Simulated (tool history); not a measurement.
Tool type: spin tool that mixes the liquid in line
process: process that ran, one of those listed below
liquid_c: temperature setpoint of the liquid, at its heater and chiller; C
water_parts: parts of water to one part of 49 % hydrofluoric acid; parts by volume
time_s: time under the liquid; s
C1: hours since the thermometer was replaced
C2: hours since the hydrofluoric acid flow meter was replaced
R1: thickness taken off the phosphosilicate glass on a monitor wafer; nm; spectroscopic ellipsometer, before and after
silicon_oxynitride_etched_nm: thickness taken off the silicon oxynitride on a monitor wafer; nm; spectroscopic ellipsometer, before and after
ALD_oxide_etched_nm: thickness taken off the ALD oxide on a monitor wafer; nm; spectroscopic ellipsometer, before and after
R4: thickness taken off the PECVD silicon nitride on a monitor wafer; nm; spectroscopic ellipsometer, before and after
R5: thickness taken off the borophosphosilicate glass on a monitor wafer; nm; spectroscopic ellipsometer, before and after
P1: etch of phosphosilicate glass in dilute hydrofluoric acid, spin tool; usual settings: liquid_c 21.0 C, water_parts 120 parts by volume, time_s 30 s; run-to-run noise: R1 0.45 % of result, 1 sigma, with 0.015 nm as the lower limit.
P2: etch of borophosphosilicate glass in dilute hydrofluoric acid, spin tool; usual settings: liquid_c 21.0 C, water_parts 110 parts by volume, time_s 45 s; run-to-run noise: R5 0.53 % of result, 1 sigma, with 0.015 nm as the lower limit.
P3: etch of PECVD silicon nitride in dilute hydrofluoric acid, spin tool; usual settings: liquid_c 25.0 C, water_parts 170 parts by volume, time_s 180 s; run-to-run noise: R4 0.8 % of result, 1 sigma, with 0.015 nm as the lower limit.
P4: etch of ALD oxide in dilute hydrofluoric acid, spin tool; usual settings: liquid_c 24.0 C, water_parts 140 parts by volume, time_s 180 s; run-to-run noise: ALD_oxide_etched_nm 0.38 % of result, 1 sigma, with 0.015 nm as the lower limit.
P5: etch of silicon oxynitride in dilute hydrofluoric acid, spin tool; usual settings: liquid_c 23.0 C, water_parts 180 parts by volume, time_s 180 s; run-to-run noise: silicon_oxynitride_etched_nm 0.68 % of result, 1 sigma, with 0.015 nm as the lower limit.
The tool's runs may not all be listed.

Run 1, hour 11.3: process P1, liquid_c 21.0 C, water_parts 120 parts by volume, time_s 30 s; C1 1426.8; C2 1516.2. Result: R1 17.2760 nm.
Run 2, hour 19.8: process P5, liquid_c 23.0 C, water_parts 180 parts by volume, time_s 180 s; C1 1435.3; C2 1524.7. Result: silicon_oxynitride_etched_nm 3.2708 nm.
Run 3, hour 30.6: process P4, liquid_c 24.0 C, water_parts 140 parts by volume, time_s 30 s; C1 1446.1; C2 1535.5. Result: ALD_oxide_etched_nm 1.9619 nm.
Run 4, hour 38.3: process P3, liquid_c 25.0 C, water_parts 170 parts by volume, time_s 180 s; C1 1453.8; C2 1543.2. Result: R4 3.2223 nm.
Run 5, hour 47.9: process P4, liquid_c 24.0 C, water_parts 195 parts by volume, time_s 180 s; C1 1463.4; C2 1552.8. Result: ALD_oxide_etched_nm 7.9717 nm.
Run 6, hour 54.9: process P1, liquid_c 21.0 C, water_parts 30 parts by volume, time_s 30 s; C1 1470.4; C2 1559.8. Result: R1 77.4880 nm.
Run 7, hour 62.4: process P3, liquid_c 25.0 C, water_parts 170 parts by volume, time_s 340 s; C1 1477.9; C2 1567.3. Result: R4 6.1152 nm.
Run 8, hour 70.1: process P3, liquid_c 32.5 C, water_parts 170 parts by volume, time_s 180 s; C1 1485.6; C2 1575.0. Result: R4 5.1528 nm.
Run 9, hour 85.1: process P5, liquid_c 23.0 C, water_parts 280 parts by volume, time_s 180 s; C1 1500.6; C2 1590.0. Result: silicon_oxynitride_etched_nm 1.9302 nm.
Run 10, hour 96.4: process P1, liquid_c 17.0 C, water_parts 25 parts by volume, time_s 30 s; C1 1511.9; C2 1601.3. Result: R1 78.2740 nm.
Run 11, hour 107.5: process P5, liquid_c 23.0 C, water_parts 180 parts by volume, time_s 35 s; C1 1523.0; C2 1612.4. Result: silicon_oxynitride_etched_nm 0.5859 nm.
Run 12, hour 120.3: process P4, liquid_c 29.0 C, water_parts 140 parts by volume, time_s 180 s; C1 1535.8; C2 1625.2. Result: ALD_oxide_etched_nm 14.1550 nm.
Run 13, hour 129.6: process P1, liquid_c 21.0 C, water_parts 120 parts by volume, time_s 55 s; C1 1545.1; C2 1634.5. Result: R1 31.7830 nm.
Run 14, hour 137.0: process P5, liquid_c 23.0 C, water_parts 180 parts by volume, time_s 180 s; C1 1552.5; C2 1641.9. Result: silicon_oxynitride_etched_nm 3.1772 nm.
Run 15, hour 145.7: process P1, liquid_c 21.0 C, water_parts 120 parts by volume, time_s 30 s; C1 1561.2; C2 1650.6. Result: R1 17.3570 nm.
Run 16, hour 159.7: process P1, liquid_c 25.5 C, water_parts 120 parts by volume, time_s 30 s; C1 1575.2; C2 1664.6. Result: R1 20.8660 nm.
Run 17, hour 168.5: process P1, liquid_c 21.0 C, water_parts 120 parts by volume, time_s 30 s; C1 1584.0; C2 1673.4. Result: R1 17.3370 nm.
Run 18, hour 179.3: process P2, liquid_c 21.0 C, water_parts 30 parts by volume, time_s 45 s; C1 1594.8; C2 1684.2. Result: R5 103.010 nm.
Run 19, hour 192.4: process P4, liquid_c 24.0 C, water_parts 140 parts by volume, time_s 180 s; C1 1607.9; C2 1697.3. Result: ALD_oxide_etched_nm 11.7430 nm.
Run 20, hour 204.7: process P1, liquid_c 17.0 C, water_parts 120 parts by volume, time_s 30 s; C1 1620.2; C2 1709.6. Result: R1 14.8190 nm.
Run 21, hour 212.5: process P2, liquid_c 21.0 C, water_parts 110 parts by volume, time_s 45 s; C1 1628.0; C2 1717.4. Result: R5 25.643 nm.
Run 22, hour 226.8: process P2, liquid_c 26.0 C, water_parts 110 parts by volume, time_s 45 s; C1 1642.3; C2 1731.7. Result: R5 31.373 nm.
Run 23, hour 237.8: process P4, liquid_c 24.0 C, water_parts 140 parts by volume, time_s 180 s; C1 1653.3; C2 1742.7. Result: ALD_oxide_etched_nm 11.7350 nm.
Run 24, hour 245.7: process P1, liquid_c 21.0 C, water_parts 120 parts by volume, time_s 15 s; C1 1661.2; C2 1750.6. Result: R1 8.7278 nm.
Run 25, hour 253.9: process P1, liquid_c 21.0 C, water_parts 180 parts by volume, time_s 30 s; C1 1669.4; C2 1758.8. Result: R1 10.9000 nm.
Run 26, hour 265.1: process P1, liquid_c 21.0 C, water_parts 120 parts by volume, time_s 30 s; C1 1680.6; C2 1770.0. Result: R1 17.4820 nm.
Run 27, hour 275.6: process P1, liquid_c 25.5 C, water_parts 120 parts by volume, time_s 60 s; C1 1691.1; C2 1780.5. Result: R1 41.2950 nm.
Run 28, hour 284.7: process P3, liquid_c 25.0 C, water_parts 170 parts by volume, time_s 180 s; C1 1700.2; C2 1789.6. Result: R4 3.2203 nm.
Run 29, hour 294.2: process P2, liquid_c 21.0 C, water_parts 110 parts by volume, time_s 85 s; C1 1709.7; C2 1799.1. Result: R5 48.623 nm.
Run 30, hour 309.4: process P3, liquid_c 25.0 C, water_parts 265 parts by volume, time_s 180 s; C1 1724.9; C2 1814.3. Result: R4 2.1088 nm.
Run 31, hour 319.6: process P5, liquid_c 17.0 C, water_parts 180 parts by volume, time_s 180 s; C1 1735.1; C2 1824.5. Result: silicon_oxynitride_etched_nm 2.4165 nm.
Run 32, hour 335.2: process P1, liquid_c 21.0 C, water_parts 120 parts by volume, time_s 30 s; C1 1750.7; C2 1840.1. Result: R1 17.3710 nm.
Run 33, hour 342.2: process P1, liquid_c 21.0 C, water_parts 120 parts by volume, time_s 30 s; C1 1757.7; C2 1847.1. Result: R1 16.9210 nm.
Run 34, hour 351.3: process P1, liquid_c 21.0 C, water_parts 120 parts by volume, time_s 30 s; C1 1766.8; C2 1856.2. Result: R1 16.3530 nm.
Run 35, hour 366.0: process P1, liquid_c 21.0 C, water_parts 120 parts by volume, time_s 30 s; C1 1781.5; C2 1870.9. Result: R1 16.0530 nm.
Run 36, hour 374.7: process P1, liquid_c 21.0 C, water_parts 120 parts by volume, time_s 30 s; C1 1790.2; C2 1879.6. Result: R1 15.7990 nm.
Run 37, hour 383.8: process P1, liquid_c 21.0 C, water_parts 120 parts by volume, time_s 30 s; C1 1799.3; C2 1888.7. Result: R1 15.8710 nm.
Run 38, hour 394.0: process P1, liquid_c 21.0 C, water_parts 120 parts by volume, time_s 30 s; C1 1809.5; C2 1898.9. Result: R1 15.7160 nm.
Run 39, hour 405.2: process P1, liquid_c 21.0 C, water_parts 120 parts by volume, time_s 30 s; C1 1820.7; C2 1910.1. Result: R1 15.7540 nm.

What P1 gives has crept away from where it was. These 2 causes fit the log equally well, each at the size given:
A: liquid colder than its thermometer reads (K) = 2.37
B: hydrofluoric acid flow below the setpoint (%) = 8.11
The onset of the drift is placed at about hour 335.2.

Listed below are the offered check runs, one wafer per run, with question marks in place of results. For which of them would the causes give clearly different outcomes?
Run check 1, hour 416.4: process P4, liquid_c 24.0 C, water_parts 140 parts by volume, time_s 180 s. Result: ALD_oxide_etched_nm ?.
Run check 2, hour 416.4: process P5, liquid_c 23.0 C, water_parts 180 parts by volume, time_s 180 s. Result: silicon_oxynitride_etched_nm ?.
Run check 3, hour 416.4: process P3, liquid_c 25.0 C, water_parts 170 parts by volume, time_s 180 s. Result: R4 ?.
Run check 4, hour 416.4: process P2, liquid_c 21.0 C, water_parts 110 parts by volume, time_s 45 s. Result: R5 ?.

Outcome of each check run for each possible cause:
  check                        result     if A     if B
check 1           ALD_oxide_etched_nm  10.7280  10.6590
check 2  silicon_oxynitride_etched_nm   2.8811   2.9187
check 3                            R4   2.7799   2.9750
check 4                            R5   23.389   23.422
Minimum pairwise separation of causes per check, each pair taken at its best-separating result: check 1 0.65 %; check 2 1.3 %; check 3 6.78 %; check 4 0.14 %
Only check 3 tells the causes apart: in the others they would give nearly the same result.

Check 3 was carried out, with these results: R4 2.7145 nm. Which of the listed causes is responsible?

Of the candidate causes, it is A: liquid colder than its thermometer reads (K).
